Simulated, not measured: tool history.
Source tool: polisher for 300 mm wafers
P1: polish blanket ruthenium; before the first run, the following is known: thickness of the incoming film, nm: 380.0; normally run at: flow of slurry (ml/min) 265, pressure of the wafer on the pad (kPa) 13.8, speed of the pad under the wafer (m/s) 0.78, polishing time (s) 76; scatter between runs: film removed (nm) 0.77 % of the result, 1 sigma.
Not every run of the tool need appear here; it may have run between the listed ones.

run   hour  flow of slurry (ml/min)  pressure of the wafer on the pad (kPa)  speed of the pad under the wafer (m/s)  polishing time (s)  wafers polished on this pad  hours since the slurry nozzle was cleaned  hours since the head pressure was calibrated  film removed (nm)
  1    8.2                      265                                    13.8                                    0.78                  76                          362                                       86.8                                         235.7             55.943
  2   17.1                      265                                    13.8                                    0.78                  98                          442                                       95.7                                         244.6             72.905
  3   23.4                      410                                    13.8                                    0.78                  76                          498                                      102.0                                         250.9             58.060
  4   34.7                      265                                     8.3                                    0.78                  76                          599                                      113.3                                         262.2             33.906
  5   48.3                      265                                    13.8                                    1.20                  76                          721                                      126.9                                         275.8             85.800
  6   60.1                      265                                    13.8                                    0.78                  35                          826                                      138.7                                         287.6             25.723
  7   71.4                      265                                    13.8                                    0.78                  76                          927                                      150.0                                         298.9             56.781
  8   77.9                      265                                    13.8                                    0.56                  76                          985                                      156.5                                         305.4             40.417
  9   84.5                      265                                    13.8                                    0.78                  76                         1044                                      163.1                                         312.0             56.104
 10   96.5                      265                                    13.8                                    0.78                  76                         1151                                      175.1                                         324.0             56.565
 11  103.5                      265                                    13.8                                    0.78                  76                         1214                                      182.1                                         331.0             55.979
     108.1  -- worn pad replaced by a new one
 12  111.3                      265                                    20.7                                    0.78                  76                           29                                      189.9                                         338.8             83.883

Expected results for the next run?
 13  124.8                      265                                    13.8                                    0.78                  76                          150                                      203.4                                         352.3                  ?

film removed (nm): 56.185
